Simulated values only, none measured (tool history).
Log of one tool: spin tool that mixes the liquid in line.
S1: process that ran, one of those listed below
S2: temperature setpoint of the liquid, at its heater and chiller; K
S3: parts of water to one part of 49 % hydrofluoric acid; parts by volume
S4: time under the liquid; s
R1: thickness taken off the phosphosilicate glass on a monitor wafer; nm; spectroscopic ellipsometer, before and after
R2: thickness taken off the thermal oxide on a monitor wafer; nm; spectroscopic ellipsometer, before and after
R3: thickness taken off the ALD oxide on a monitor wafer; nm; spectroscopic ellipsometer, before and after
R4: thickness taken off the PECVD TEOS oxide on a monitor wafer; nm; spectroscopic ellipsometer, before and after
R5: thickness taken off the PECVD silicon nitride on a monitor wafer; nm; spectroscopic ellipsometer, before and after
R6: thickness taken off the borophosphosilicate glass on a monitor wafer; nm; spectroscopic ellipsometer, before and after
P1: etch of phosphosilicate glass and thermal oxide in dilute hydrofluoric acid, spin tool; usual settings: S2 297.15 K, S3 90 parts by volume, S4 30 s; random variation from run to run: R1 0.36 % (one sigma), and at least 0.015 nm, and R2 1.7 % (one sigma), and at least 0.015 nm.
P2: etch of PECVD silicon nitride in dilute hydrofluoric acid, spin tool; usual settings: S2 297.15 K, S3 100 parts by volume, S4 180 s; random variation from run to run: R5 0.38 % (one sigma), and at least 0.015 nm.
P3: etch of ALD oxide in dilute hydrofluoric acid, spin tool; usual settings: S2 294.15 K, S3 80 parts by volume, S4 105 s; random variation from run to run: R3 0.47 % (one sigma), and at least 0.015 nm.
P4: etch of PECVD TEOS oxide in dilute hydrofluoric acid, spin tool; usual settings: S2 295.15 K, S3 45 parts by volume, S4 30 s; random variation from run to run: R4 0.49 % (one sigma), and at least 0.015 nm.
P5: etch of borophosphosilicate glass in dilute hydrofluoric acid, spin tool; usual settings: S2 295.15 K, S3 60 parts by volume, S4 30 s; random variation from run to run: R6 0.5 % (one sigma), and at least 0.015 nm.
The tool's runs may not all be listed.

Run 1, day 0.333: S1 P1, S2 297.15 K, S3 90 parts by volume, S4 30 s. Result: R1 50.771 nm, R2 1.5689 nm.
Run 2, day 0.812: S1 P1, S2 297.15 K, S3 90 parts by volume, S4 30 s. Result: R1 50.665 nm, R2 1.5566 nm.
Run 3, day 1.167: S1 P3, S2 294.15 K, S3 80 parts by volume, S4 210 s. Result: R3 24.971 nm.
Run 4, day 1.388: S1 P1, S2 297.15 K, S3 90 parts by volume, S4 30 s. Result: R1 50.513 nm, R2 1.5434 nm.
Run 5, day 1.771: S1 P1, S2 301.15 K, S3 90 parts by volume, S4 30 s. Result: R1 59.220 nm, R2 1.7935 nm.
Run 6, day 2.071: S1 P1, S2 301.15 K, S3 120 parts by volume, S4 30 s. Result: R1 42.392 nm, R2 1.2985 nm.
Run 7, day 2.546: S1 P4, S2 295.15 K, S3 45 parts by volume, S4 30 s. Result: R4 8.0210 nm.
Run 8, day 2.867: S1 P2, S2 290.65 K, S3 100 parts by volume, S4 180 s. Result: R5 3.4464 nm.
Run 9, day 3.096: S1 P2, S2 297.15 K, S3 100 parts by volume, S4 180 s. Result: R5 5.3263 nm.
Run 10, day 3.325: S1 P5, S2 295.15 K, S3 60 parts by volume, S4 15 s. Result: R6 12.420 nm.
Run 11, day 3.746: S1 P1, S2 297.15 K, S3 90 parts by volume, S4 30 s. Result: R1 50.724 nm, R2 1.5183 nm.
Run 12, day 4.162: S1 P1, S2 304.15 K, S3 90 parts by volume, S4 50 s. Result: R1 110.590 nm, R2 3.4083 nm.
Run 13, day 4.454: S1 P1, S2 297.15 K, S3 90 parts by volume, S4 45 s. Result: R1 75.920 nm, R2 2.3027 nm.
Run 14, day 4.933: S1 P1, S2 297.15 K, S3 90 parts by volume, S4 30 s. Result: R1 50.645 nm, R2 1.5428 nm.
Run 15, day 5.317: S1 P4, S2 295.15 K, S3 75 parts by volume, S4 30 s. Result: R4 4.6127 nm.
Run 16, day 5.750: S1 P1, S2 297.15 K, S3 20 parts by volume, S4 30 s. Result: R1 249.930 nm, R2 7.5495 nm.
Run 17, day 5.992: S1 P2, S2 297.15 K, S3 45 parts by volume, S4 180 s. Result: R5 11.7970 nm.
Run 18, day 6.421: S1 P3, S2 294.15 K, S3 80 parts by volume, S4 105 s. Result: R3 12.531 nm.
Run 19, day 6.875: S1 P2, S2 297.15 K, S3 100 parts by volume, S4 180 s. Result: R5 5.3673 nm.
Run 20, day 7.192: S1 P3, S2 294.15 K, S3 20 parts by volume, S4 105 s. Result: R3 54.019 nm.
Run 21, day 7.496: S1 P2, S2 297.15 K, S3 100 parts by volume, S4 60 s. Result: R5 1.7993 nm.
Run 22, day 7.921: S1 P5, S2 295.15 K, S3 40 parts by volume, S4 30 s. Result: R6 37.902 nm.

The next listed run, before its measurement:
Run 23, day 8.383: S1 P4, S2 295.15 K, S3 45 parts by volume, S4 60 s. Result: R4 ?.

Run 23 gave R4 16.2450 nm.
